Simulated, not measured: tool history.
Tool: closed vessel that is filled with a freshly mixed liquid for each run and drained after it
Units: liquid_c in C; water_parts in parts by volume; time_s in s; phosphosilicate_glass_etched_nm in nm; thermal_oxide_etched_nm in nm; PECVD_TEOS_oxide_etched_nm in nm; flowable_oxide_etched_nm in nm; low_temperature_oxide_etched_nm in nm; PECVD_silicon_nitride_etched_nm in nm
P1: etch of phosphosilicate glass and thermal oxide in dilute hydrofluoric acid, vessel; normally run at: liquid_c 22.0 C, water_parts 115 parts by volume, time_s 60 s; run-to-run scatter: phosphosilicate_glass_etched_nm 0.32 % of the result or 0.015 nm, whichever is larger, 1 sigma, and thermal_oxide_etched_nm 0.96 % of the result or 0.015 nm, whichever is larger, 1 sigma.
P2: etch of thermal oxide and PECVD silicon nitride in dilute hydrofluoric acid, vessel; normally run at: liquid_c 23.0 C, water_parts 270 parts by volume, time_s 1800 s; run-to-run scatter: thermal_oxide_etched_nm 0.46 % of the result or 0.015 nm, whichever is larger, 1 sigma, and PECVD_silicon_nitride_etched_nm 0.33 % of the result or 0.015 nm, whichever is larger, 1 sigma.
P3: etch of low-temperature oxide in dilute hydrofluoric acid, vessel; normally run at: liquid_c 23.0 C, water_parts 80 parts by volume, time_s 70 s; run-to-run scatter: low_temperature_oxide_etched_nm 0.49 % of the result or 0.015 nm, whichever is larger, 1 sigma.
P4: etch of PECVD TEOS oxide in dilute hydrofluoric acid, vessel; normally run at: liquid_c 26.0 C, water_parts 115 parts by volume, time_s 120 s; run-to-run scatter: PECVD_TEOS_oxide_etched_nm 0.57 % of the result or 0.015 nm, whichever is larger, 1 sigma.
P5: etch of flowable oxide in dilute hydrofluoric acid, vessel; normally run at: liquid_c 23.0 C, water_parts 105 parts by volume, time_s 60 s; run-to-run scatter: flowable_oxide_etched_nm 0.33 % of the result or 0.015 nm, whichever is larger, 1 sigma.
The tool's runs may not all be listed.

| run | hour | process | liquid_c | water_parts | time_s | hours since the thermometer was replaced | hours since the hydrofluoric acid flow meter was replaced | phosphosilicate_glass_etched_nm | thermal_oxide_etched_nm | PECVD_TEOS_oxide_etched_nm | flowable_oxide_etched_nm | low_temperature_oxide_etched_nm | PECVD_silicon_nitride_etched_nm |
|---|---|---|---|---|---|---|---|---|---|---|---|---|---|
| 1 | 9.9 | P1 | 22.0 | 115 | 60 | 264.8 | 1826.5 | 82.629 | 2.2158 |  |  |  |  |
| 2 | 23.6 | P1 | 29.0 | 205 | 60 | 278.5 | 1840.2 | 54.551 | 1.4818 |  |  |  |  |
| 3 | 39.7 | P1 | 22.0 | 45 | 60 | 294.6 | 1856.3 | 230.880 | 6.1806 |  |  |  |  |
| 4 | 53.5 | P1 | 22.0 | 115 | 60 | 308.4 | 1870.1 | 83.218 | 2.2654 |  |  |  |  |
| 5 | 65.1 | P4 | 26.0 | 30 | 120 | 320.0 | 1881.7 |  |  | 135.4400 |  |  |  |
| 6 | 80.8 | P5 | 23.0 | 105 | 60 | 335.7 | 1897.4 |  |  |  | 22.737 |  |  |
| 7 | 93.3 | P3 | 17.0 | 80 | 70 | 348.2 | 1909.9 |  |  |  |  | 12.651 |  |
| 8 | 104.2 | P2 | 23.0 | 410 | 1800 | 359.1 | 1920.8 |  | 15.7310 |  |  |  | 11.008 |
| 9 | 119.3 | P3 | 23.0 | 80 | 70 | 374.2 | 1935.9 |  |  |  |  | 16.024 |  |
| 10 | 133.6 | P2 | 23.0 | 270 | 3265 | 388.5 | 1950.2 |  | 48.9990 |  |  |  | 29.993 |
| 11 | 143.0 | P1 | 22.0 | 205 | 60 | 397.9 | 1959.6 | 42.339 | 1.1283 |  |  |  |  |
| 12 | 154.4 | P4 | 26.0 | 115 | 30 | 409.3 | 1971.0 |  |  | 7.8063 |  |  |  |
| 13 | 168.3 | P4 | 26.0 | 115 | 120 | 423.2 | 1984.9 |  |  | 31.5220 |  |  |  |
| 14 | 178.5 | P1 | 22.0 | 115 | 60 | 433.4 | 1995.1 | 82.753 | 2.2482 |  |  |  |  |
| 15 | 191.8 | P1 | 22.0 | 115 | 60 | 446.7 | 2008.4 | 83.043 | 2.2576 |  |  |  |  |
| 16 | 199.4 | P1 | 29.0 | 115 | 60 | 454.3 | 2016.0 | 108.990 | 2.9255 |  |  |  |  |
| 17 | 210.2 | P1 | 30.0 | 70 | 60 | 465.1 | 2026.8 | 197.290 | 5.2952 |  |  |  |  |
| 18 | 221.2 | P2 | 17.5 | 270 | 1800 | 476.1 | 2037.8 |  | 22.2100 |  |  |  | 11.702 |
| 19 | 235.3 | P3 | 23.0 | 45 | 70 | 490.2 | 2051.9 |  |  |  |  | 29.806 |  |
| 20 | 248.4 | P5 | 23.0 | 105 | 30 | 503.3 | 2065.0 |  |  |  | 11.354 |  |  |
| 21 | 256.0 | P5 | 29.5 | 105 | 60 | 510.9 | 2072.6 |  |  |  | 29.217 |  |  |
| 22 | 266.2 | P3 | 23.0 | 80 | 120 | 521.1 | 2082.8 |  |  |  |  | 27.505 |  |
| 23 | 282.2 | P1 | 22.0 | 115 | 60 | 537.1 | 2098.8 | 83.230 | 2.2444 |  |  |  |  |
| 24 | 289.3 | P4 | 26.0 | 115 | 120 | 544.2 | 2105.9 |  |  | 31.2420 |  |  |  |
| 25 | 299.1 | P4 | 34.0 | 115 | 120 | 554.0 | 2115.7 |  |  | 42.0660 |  |  |  |
| 26 | 312.7 | P1 | 22.0 | 115 | 60 | 567.6 | 2129.3 | 82.859 | 2.2636 |  |  |  |  |
| 27 | 322.1 | P1 | 18.0 | 115 | 60 | 577.0 | 2138.7 | 70.086 | 1.8756 |  |  |  |  |
| 28 | 337.4 | P5 | 23.0 | 105 | 60 | 592.3 | 2154.0 |  |  |  | 22.794 |  |  |
| 29 | 349.2 | P2 | 23.0 | 270 | 1800 | 604.1 | 2165.8 |  | 27.2350 |  |  |  | 16.538 |
| 30 | 364.4 | P1 | 22.0 | 115 | 115 | 619.3 | 2181.0 | 159.060 | 4.2548 |  |  |  |  |
| 31 | 377.3 | P3 | 23.0 | 80 | 70 | 632.2 | 2193.9 |  |  |  |  | 16.055 |  |
| 32 | 386.7 | P5 | 23.0 | 55 | 60 | 641.6 | 2203.3 |  |  |  | 45.900 |  |  |
| 33 | 397.7 | P1 | 22.0 | 115 | 30 | 652.6 | 2214.3 | 41.600 | 1.1163 |  |  |  |  |
| 34 | 405.9 | P1 | 22.0 | 115 | 60 | 660.8 | 2222.5 | 82.849 | 2.1757 |  |  |  |  |
| 35 | 412.8 | P1 | 22.0 | 115 | 60 | 667.7 | 2229.4 | 84.368 | 2.2980 |  |  |  |  |
| 36 | 422.3 | P1 | 22.0 | 115 | 60 | 677.2 | 2238.9 | 85.945 | 2.3088 |  |  |  |  |
| 37 | 434.6 | P1 | 22.0 | 115 | 60 | 689.5 | 2251.2 | 87.269 | 2.3346 |  |  |  |  |
| 38 | 443.7 | P1 | 22.0 | 115 | 60 | 698.6 | 2260.3 | 88.277 | 2.3956 |  |  |  |  |
| 39 | 455.5 | P1 | 22.0 | 115 | 60 | 710.4 | 2272.1 | 89.178 | 2.3668 |  |  |  |  |
| 40 | 464.2 | P1 | 22.0 | 115 | 60 | 719.1 | 2280.8 | 89.403 | 2.3875 |  |  |  |  |
| 41 | 476.5 | P1 | 22.0 | 115 | 60 | 731.4 | 2293.1 | 89.656 | 2.4002 |  |  |  |  |
| 42 | 484.9 | P1 | 22.0 | 115 | 60 | 739.8 | 2301.5 | 89.818 | 2.3905 |  |  |  |  |
| 43 | 492.2 | P1 | 22.0 | 115 | 60 | 747.1 | 2308.8 | 89.594 | 2.4233 |  |  |  |  |
| 44 | 506.3 | P1 | 22.0 | 115 | 60 | 761.2 | 2322.9 | 89.556 | 2.4019 |  |  |  |  |

What P1 gives has crept away from where it was. These 2 causes fit the log equally well, each at the size given:
A: hydrofluoric acid flow above the setpoint (%) = 7.06
B: liquid hotter than its thermometer reads (K) = 1.95
The creep began at about hour 405.9.

4 check runs are offered, one wafer each, their results left as question marks. Which one tells the causes apart?
| check 1 | 520.4 | P4 | 26.0 | 115 | 35 |  |  |  |  | ? |  |  |  |
| check 2 | 520.4 | P3 | 23.0 | 50 | 95 |  |  |  |  |  |  | ? |  |
| check 3 | 520.4 | P2 | 23.0 | 270 | 2630 |  |  |  | ? |  |  |  | ? |
| check 4 | 520.4 | P5 | 28.5 | 105 | 40 |  |  |  |  |  | ? |  |  |

What each check would give under each cause:
| check | result | if A | if B |
|---|---|---|---|
| check 1 | PECVD_TEOS_oxide_etched_nm | 9.8985 | 9.8641 |
| check 2 | low_temperature_oxide_etched_nm | 38.921 | 39.223 |
| check 3 | thermal_oxide_etched_nm | 43.1140 | 42.3960 |
| check 3 | PECVD_silicon_nitride_etched_nm | 25.881 | 27.292 |
| check 4 | flowable_oxide_etched_nm | 20.251 | 20.161 |
How far apart the two closest causes lie, in the result that separates them most: check 1 0.35 %; check 2 0.77 %; check 3 5.31 %; check 4 0.44 %
Only check 3 tells the causes apart: in the others they would give nearly the same result.

Check 3 was then run and gave: thermal_oxide_etched_nm 42.1610 nm; PECVD_silicon_nitride_etched_nm 27.404 nm. Which cause is it?

It is B: liquid hotter than its thermometer reads (K).

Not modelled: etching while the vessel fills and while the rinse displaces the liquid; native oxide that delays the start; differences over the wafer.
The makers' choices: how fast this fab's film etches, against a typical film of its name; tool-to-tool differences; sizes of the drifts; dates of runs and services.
